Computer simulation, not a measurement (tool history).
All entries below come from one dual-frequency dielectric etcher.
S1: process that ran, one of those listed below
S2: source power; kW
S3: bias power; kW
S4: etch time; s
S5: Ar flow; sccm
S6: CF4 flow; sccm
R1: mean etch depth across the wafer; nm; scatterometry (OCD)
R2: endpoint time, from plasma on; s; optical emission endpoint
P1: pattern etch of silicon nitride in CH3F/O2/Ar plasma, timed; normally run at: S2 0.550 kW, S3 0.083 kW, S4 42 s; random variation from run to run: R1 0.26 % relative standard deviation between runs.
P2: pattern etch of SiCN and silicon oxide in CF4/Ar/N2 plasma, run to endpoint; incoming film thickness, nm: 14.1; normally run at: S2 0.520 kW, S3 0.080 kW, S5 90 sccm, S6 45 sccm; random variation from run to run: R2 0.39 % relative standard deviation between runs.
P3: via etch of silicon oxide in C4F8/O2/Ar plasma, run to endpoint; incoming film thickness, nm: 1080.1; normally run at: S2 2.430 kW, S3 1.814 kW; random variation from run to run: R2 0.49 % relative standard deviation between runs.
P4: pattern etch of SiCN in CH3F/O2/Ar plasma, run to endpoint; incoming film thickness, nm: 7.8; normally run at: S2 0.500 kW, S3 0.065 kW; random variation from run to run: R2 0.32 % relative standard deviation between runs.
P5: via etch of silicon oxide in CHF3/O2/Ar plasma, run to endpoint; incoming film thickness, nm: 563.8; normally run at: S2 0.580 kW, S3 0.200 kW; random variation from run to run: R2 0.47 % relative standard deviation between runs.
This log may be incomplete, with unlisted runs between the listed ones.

run	day	S1	S2	S3	S4	S5	S6	R1	R2
1	0.442	P1	0.550	0.083	42			34.607	
2	0.800	P2	0.520	0.080		90	55		14.524
3	1.271	P1	0.550	0.109	23			20.923	
4	1.608	P2	0.520	0.080		90	45		14.856
5	2.142	P5	0.350	0.200					334.840
6	2.454	P3	3.240	1.814					178.990
# day 2.692: wet clean of the chamber
7	2.917	P5	0.580	0.200					274.360
8	3.292	P4	0.620	0.065					18.552
9	3.725	P4	0.500	0.065					20.134
10	4.250	P2	0.520	0.080		90	45		14.903
11	4.750	P2	0.520	0.048		90	45		17.587
12	5.329	P4	0.500	0.049					22.107
13	5.683	P1	0.550	0.083	42			34.735	
14	6.150	P1	0.550	0.083	42			34.745	
15	6.479	P1	0.550	0.083	42			34.614	
16	6.771	P1	0.550	0.083	42			34.811	
17	7.096	P2	0.670	0.080		90	45		11.898
18	7.362	P1	0.680	0.083	42			37.501	
19	7.779	P1	0.550	0.051	42			29.500	
20	8.225	P1	0.550	0.118	42			39.268	
21	8.712	P1	0.550	0.083	23			18.945	
22	9.204	P1	0.550	0.083	42			34.544	
23	9.512	P1	0.550	0.083	60			49.209	
24	9.929	P3	2.430	1.073					231.420
25	10.233	P1	0.440	0.114	42			35.761	
26	10.771	P2	0.520	0.080		121	45		15.576
27	11.275	P5	0.580	0.249					256.750
28	11.654	P3	2.430	1.814					201.350
29	12.008	P1	0.450	0.083	42			32.047	
30	12.383	P1	0.550	0.083	42			34.690	
31	12.958	P1	0.550	0.102	34			30.089	
32	13.267	P1	0.550	0.083	42			34.582	
33	13.696	P1	0.550	0.083	42			34.345	
34	14.071	P1	0.550	0.083	42			34.233	
# day 14.392: wet clean of the chamber
35	14.608	P1	0.550	0.083	42			34.096	
36	14.933	P1	0.550	0.083	42			34.071	
37	15.275	P1	0.550	0.083	42			34.010	
38	15.846	P1	0.550	0.083	42			34.131	
39	16.362	P1	0.550	0.083	42			33.930	

P1 no longer gives what it gave before; its output has crept away from where it was. The following 2 causes, each at its listed size, fit the log equally well:
A: bias power that arrives under what is set, % = 4.6
B: source power that arrives under what is set, % = 4.18
The onset of the drift is placed at about day 13.267.
Ruled out, with reasons:
chamber walls in a state that lowers the etch rate, %: serviced at day 14.392, after the change had begun; the process did not return to its earlier output

The 4 check runs listed below each average the results of 2 wafers, and their outcomes are marked with question marks. Under which run would the listed causes produce clearly different results?
check 1	16.879	P3	2.430	1.814					?
check 2	16.879	P2	0.520	0.080		90	45		?
check 3	16.879	P5	0.580	0.200					?
check 4	16.879	P4	0.500	0.065					?

What every check run would give for each of its results, assuming each possible cause in turn:
check	result	if A	if B
check 1	R2	203.980	204.860
check 2	R2	15.131	15.445
check 3	R2	279.870	279.900
check 4	R2	20.513	20.521
Gap, in per cent, between the two causes that each check separates least, read from the result that separates them most: check 1 0.43 %; check 2 2.05 %; check 3 0.01 %; check 4 0.04 %
Of the check runs offered, only check 2 discriminates between the causes; the rest would read about the same regardless of which cause applies.

After running check 2, the following was obtained: R2 15.394 s. Which cause does this point to?

The cause is B: source power that arrives under what is set, %.
